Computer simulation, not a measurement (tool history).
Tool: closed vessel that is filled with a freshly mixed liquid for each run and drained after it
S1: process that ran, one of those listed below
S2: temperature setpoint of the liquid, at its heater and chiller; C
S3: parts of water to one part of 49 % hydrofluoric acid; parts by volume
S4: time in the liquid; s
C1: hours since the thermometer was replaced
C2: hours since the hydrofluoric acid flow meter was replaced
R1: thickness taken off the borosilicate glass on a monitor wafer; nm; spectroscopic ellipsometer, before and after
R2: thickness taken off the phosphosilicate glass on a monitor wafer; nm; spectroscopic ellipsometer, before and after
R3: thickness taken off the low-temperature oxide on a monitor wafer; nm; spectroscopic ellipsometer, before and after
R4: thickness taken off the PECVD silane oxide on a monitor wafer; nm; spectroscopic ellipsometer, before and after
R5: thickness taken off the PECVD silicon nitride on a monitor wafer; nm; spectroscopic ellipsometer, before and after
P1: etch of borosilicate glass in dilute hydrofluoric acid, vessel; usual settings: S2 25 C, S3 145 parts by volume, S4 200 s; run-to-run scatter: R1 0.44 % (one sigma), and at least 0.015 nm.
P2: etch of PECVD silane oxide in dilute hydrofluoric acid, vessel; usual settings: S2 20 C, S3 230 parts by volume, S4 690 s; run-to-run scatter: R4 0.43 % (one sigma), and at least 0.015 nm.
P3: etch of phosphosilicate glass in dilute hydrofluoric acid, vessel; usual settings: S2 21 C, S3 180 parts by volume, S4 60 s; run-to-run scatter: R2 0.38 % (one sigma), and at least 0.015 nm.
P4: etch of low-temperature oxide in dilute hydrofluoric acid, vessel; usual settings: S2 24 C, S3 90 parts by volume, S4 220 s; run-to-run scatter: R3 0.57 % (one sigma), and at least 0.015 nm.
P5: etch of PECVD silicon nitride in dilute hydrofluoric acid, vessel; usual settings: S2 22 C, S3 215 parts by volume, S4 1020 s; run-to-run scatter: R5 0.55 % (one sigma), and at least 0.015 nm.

run,hour,S1,S2,S3,S4,C1,C2,R1,R2,R3,R4,R5
1,7.1,P1,25,145,200,436.2,612.8,44.668,,,,
2,15.2,P3,21,180,60,444.3,620.9,,40.998,,,
3,29.9,P3,17,180,60,459,635.6,,35.293,,,
4,43,P1,25,235,300,472.1,648.7,37.714,,,,
5,56.7,P4,24,90,100,485.8,662.4,,,20.322,,
6,65.3,P1,25,145,75,494.4,671,16.916,,,,
7,76,P2,17,230,690,505.1,681.7,,,,33.718,
8,86.5,P4,28,90,220,515.6,692.2,,,53.191,,
9,96.7,P1,25,145,200,525.8,702.4,45.205,,,,
10,108.1,P2,20,230,690,537.2,713.8,,,,37.488,
11,116.3,P4,24,90,220,545.4,722,,,45.11,,
12,130.2,P1,32.5,145,200,559.3,735.9,58.949,,,,
13,138.8,P5,22,215,1540,567.9,744.5,,,,,13.589
14,148.8,P4,24,90,220,577.9,754.5,,,44.929,,
15,163.5,P1,17.5,145,200,592.6,769.2,33.208,,,,
16,172,P2,20,230,1325,601.1,777.7,,,,71.963,
17,185.2,P1,25,145,335,614.3,790.9,74.636,,,,
18,193.5,P1,25,145,200,622.6,799.2,45.067,,,,
19,202.8,P1,25,145,200,631.9,808.5,44.777,,,,
20,217.3,P2,20,420,690,646.4,823,,,,17.435,
21,224.9,P4,24,45,220,654,830.6,,,96.024,,
22,233.8,P1,25,145,200,662.9,839.5,45.259,,,,
23,241.9,P5,22,215,1020,671,847.6,,,,,9.0778
24,256.7,P3,21,180,90,685.8,862.4,,61.471,,,
25,266.5,P1,25,200,200,695.6,872.2,30.667,,,,
26,281.2,P5,17,215,1020,710.3,886.9,,,,,6.4901
27,290.4,P1,25,35,200,719.5,896.1,214.89,,,,
28,298.2,P5,22,305,1020,727.3,903.9,,,,,6.4626

The next listed run, before its measurement:
29,309.7,P1,25,145,200,738.8,915.4,?,,,,

R1: 45.043 nm
